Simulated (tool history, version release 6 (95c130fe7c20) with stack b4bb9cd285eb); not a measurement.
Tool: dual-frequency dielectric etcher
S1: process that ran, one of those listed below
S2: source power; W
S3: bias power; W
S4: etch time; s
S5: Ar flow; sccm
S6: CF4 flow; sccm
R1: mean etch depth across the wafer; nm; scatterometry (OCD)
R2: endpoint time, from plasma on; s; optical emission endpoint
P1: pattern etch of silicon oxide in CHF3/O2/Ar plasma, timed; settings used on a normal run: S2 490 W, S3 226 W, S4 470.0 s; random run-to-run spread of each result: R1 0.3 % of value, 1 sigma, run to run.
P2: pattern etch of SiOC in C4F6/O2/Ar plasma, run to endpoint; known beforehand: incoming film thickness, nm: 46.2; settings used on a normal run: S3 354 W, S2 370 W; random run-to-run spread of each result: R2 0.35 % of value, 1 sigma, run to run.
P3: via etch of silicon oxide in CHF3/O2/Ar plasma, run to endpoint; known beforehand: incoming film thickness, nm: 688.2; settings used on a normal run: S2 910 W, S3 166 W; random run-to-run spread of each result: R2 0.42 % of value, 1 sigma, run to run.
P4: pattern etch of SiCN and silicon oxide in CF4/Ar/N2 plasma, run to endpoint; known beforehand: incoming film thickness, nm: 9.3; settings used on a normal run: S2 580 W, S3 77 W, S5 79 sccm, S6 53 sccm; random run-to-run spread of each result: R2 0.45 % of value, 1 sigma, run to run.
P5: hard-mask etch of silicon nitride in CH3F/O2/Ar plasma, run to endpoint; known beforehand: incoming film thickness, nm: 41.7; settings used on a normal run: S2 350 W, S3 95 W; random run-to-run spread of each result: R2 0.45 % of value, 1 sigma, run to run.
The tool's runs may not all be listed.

run	hour	S1	S2	S3	S4	S5	S6	R1	R2
1	3.8	P1	490	226	470.0			932.43	
2	9.0	P2	370	255					20.6600
3	16.4	P1	590	164	470.0			892.07	
4	20.4	P5	350	95					58.7800
5	24.9	P4	580	77		79	53		8.5458
6	32.7	P1	290	226	470.0			757.14	
7	39.9	P3	910	227					279.6500
8	43.9	P3	910	166					310.8300
9	50.4	P2	370	354					18.5420
10	59.0	P1	650	226	470.0			1029.90	
11	64.4	P4	580	77		79	32		9.2593
12	69.7	P1	490	226	470.0			923.31	
13	74.4	P1	490	226	470.0			927.72	
14	81.3	P1	490	226	470.0			924.78	
15	88.8	P1	490	179	282.0			511.02	
16	92.6	P4	580	77		47	53		7.8869
17	97.1	P3	910	166					308.1400
18	101.6	P1	490	291	470.0			1013.60	
19	105.7	P5	250	95					66.0600
20	113.1	P1	490	226	470.0			924.27	
21	120.0	P1	490	226	693.0			1354.80	
22	127.3	P1	490	226	470.0			926.93	
23	135.5	P4	420	77		79	53		11.4280
24	143.8	P1	490	138	470.0			786.14	
25	148.1	P5	350	62					67.9640
26	152.1	P1	490	226	313.5			616.49	
# hour 154.2: bias power generator calibrated
27	160.6	P1	490	226	470.0			924.75	
28	166.0	P4	580	59		79	53		9.3335
29	170.5	P2	270	354					20.7720
30	179.2	P3	550	166					377.8700
31	185.0	P1	490	226	470.0			921.29	
32	189.5	P1	490	226	470.0			930.87	
33	194.6	P1	490	226	470.0			932.75	
34	201.8	P1	490	226	470.0			934.83	
35	207.5	P1	490	226	470.0			935.35	
36	213.8	P1	490	226	470.0			932.89	
# hour 219.6: wet clean of the chamber
37	220.1	P1	490	226	470.0			937.32	
38	224.0	P1	490	226	470.0			935.80	
39	229.8	P1	490	226	470.0			939.90	
40	238.0	P1	490	226	470.0			936.89	

The output of P1 has drifted from where it used to be. Each of the 2 causes below, taken at the size shown beside it, accounts for the log equally well:
A: bias power that arrives over what is set, % = 4.26
B: source power that arrives over what is set, % = 4.04
The gradual shift began around hour 185.0.
Other possible causes, and why each is ruled out:
chamber walls in a state that raises the etch rate, %: maintenance at hour 219.6, after the shift began, did not return the process to its former output

4 check runs are offered, each on 3 wafers whose results are averaged, their results left as question marks. Which one tells the causes apart?
check 1	246.2	P5	350	95					?
check 2	246.2	P2	370	354					?
check 3	246.2	P3	910	166					?
check 4	246.2	P4	580	77		79	53		?

Outcome of each check run for each possible cause:
check	result	if A	if B
check 1	R2	57.5720	57.6070
check 2	R2	18.2160	18.2170
check 3	R2	305.3600	304.7700
check 4	R2	8.4213	8.2481
Minimum pairwise separation of causes per check, each pair taken at its best-separating result: check 1 0.06 %; check 2 0 %; check 3 0.19 %; check 4 2.08 %
Check 4 distinguishes between the causes, while the remaining checks would return nearly the same result for all of them.

Here is what check 4 returned: R2 8.4149 s. Which cause is it?

It is A: bias power that arrives over what is set, %.
